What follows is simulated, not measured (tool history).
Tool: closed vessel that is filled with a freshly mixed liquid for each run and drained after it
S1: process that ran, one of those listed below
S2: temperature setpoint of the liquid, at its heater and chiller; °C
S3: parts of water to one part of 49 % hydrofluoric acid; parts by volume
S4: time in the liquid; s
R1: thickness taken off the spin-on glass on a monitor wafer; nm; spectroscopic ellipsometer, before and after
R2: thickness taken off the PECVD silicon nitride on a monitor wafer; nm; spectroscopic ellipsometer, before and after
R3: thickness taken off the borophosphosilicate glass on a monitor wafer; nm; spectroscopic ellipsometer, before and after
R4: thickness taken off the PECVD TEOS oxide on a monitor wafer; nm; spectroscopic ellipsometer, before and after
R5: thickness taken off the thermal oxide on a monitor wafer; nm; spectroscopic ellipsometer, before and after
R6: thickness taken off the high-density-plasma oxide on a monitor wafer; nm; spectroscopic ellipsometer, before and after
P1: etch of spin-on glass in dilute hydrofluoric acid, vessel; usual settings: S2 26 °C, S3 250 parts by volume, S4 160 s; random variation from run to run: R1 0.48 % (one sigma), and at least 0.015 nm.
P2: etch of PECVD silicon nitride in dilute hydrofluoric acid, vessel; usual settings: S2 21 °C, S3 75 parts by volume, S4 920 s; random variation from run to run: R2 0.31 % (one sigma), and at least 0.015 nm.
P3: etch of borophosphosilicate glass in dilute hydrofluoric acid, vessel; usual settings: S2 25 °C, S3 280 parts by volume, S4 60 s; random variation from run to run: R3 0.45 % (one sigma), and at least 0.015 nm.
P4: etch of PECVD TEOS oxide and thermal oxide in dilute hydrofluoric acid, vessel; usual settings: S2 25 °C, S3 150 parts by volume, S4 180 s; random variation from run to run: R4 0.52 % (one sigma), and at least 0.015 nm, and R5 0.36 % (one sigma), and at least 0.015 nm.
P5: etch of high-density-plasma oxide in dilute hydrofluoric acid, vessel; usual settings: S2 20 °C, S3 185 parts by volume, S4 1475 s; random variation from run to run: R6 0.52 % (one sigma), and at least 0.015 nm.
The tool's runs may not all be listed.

run,hour,S1,S2,S3,S4,R1,R2,R3,R4,R5,R6
1,9.8,P1,26,250,160,24.495,,,,,
2,18.4,P1,26,250,160,24.518,,,,,
3,27.9,P2,21,75,1380,,79.155,,,,
4,34.5,P3,25,280,30,,,3.3497,,,
5,39.7,P1,26,250,160,24.285,,,,,
6,50.4,P3,21,280,60,,,5.7901,,,
7,57.1,P2,17,75,920,,40.336,,,,
8,64.4,P4,25,150,180,,,,17.169,5.4045,
9,75.7,P4,25,25,180,,,,120.43,38.461,
10,82.2,P1,19.5,50,160,118.32,,,,,
11,88.4,P1,34,250,160,31.666,,,,,
12,94.7,P1,26,250,85,12.869,,,,,
13,106.1,P1,26,250,160,23.987,,,,,
14,113.1,P5,20,185,1475,,,,,,43.712
15,121.7,P1,21.5,250,160,20.619,,,,,
16,128.9,P3,25,280,60,,,6.7273,,,
17,134.8,P2,21,75,920,,52.721,,,,
18,141.6,P3,25,125,60,,,17.633,,,
19,147,P5,20,310,1475,,,,,,23.181
20,156.2,P1,26,110,160,65.893,,,,,
# hour 165: hydrofluoric acid flow meter replaced
21,166.1,P5,20,185,2755,,,,,,80.942
22,176.3,P1,26,250,265,40.56,,,,,
23,181.6,P2,21,130,920,,31.131,,,,
24,188.6,P4,18,150,180,,,,13.071,4.1279,
25,199.5,P1,26,415,30,2.3137,,,,,
26,205.6,P5,20,185,1475,,,,,,43.391
27,214.7,P1,26,250,160,24.328,,,,,
28,224.4,P5,27.5,185,1475,,,,,,57.768
29,234,P3,25,280,60,,,6.6552,,,
30,239.7,P1,26,360,160,15.054,,,,,
31,246.1,P4,25,150,180,,,,17.216,5.4772,
32,255.6,P4,25,150,30,,,,2.8705,0.93912,
33,262.8,P1,26,250,160,24.36,,,,,
34,274.1,P1,26,250,160,23.536,,,,,
35,279.3,P1,26,250,160,23.197,,,,,
36,285.5,P1,26,250,160,22.845,,,,,
37,295.4,P1,26,250,160,22.797,,,,,
38,301.1,P1,26,250,160,22.76,,,,,
39,308.2,P1,26,250,160,22.613,,,,,
40,317.3,P1,26,250,160,22.613,,,,,

What P1 gives has crept away from where it was. These 2 causes fit the log equally well, each at the size given:
A: liquid colder than its thermometer reads (K) = 1.99
B: hydrofluoric acid flow below the setpoint (%) = 5.37
The creep began at about hour 262.8.

4 check runs are offered, one wafer each, their results left as question marks. Which one tells the causes apart?
check 1,326.4,P2,21,75,920,,?,,,,
check 2,326.4,P4,25,150,180,,,,?,?,
check 3,326.4,P3,25,280,60,,,?,,,
check 4,326.4,P5,20,185,1475,,,,,,?

What each check would give under each cause:
check,result,if A,if B
check 1,R2,46.162,50.147
check 2,R4,16.017,16.194
check 2,R5,5.0609,5.1168
check 3,R3,6.228,6.2204
check 4,R6,40.291,40.807
How far apart the two closest causes lie, in the result that separates them most: check 1 8.28 %; check 2 1.1 %; check 3 0.12 %; check 4 1.27 %
Only check 1 tells the causes apart: in the others they would give nearly the same result.

Then check 1 was run and gave: R2 45.879 nm. Which cause is it?

It is A: liquid colder than its thermometer reads (K).
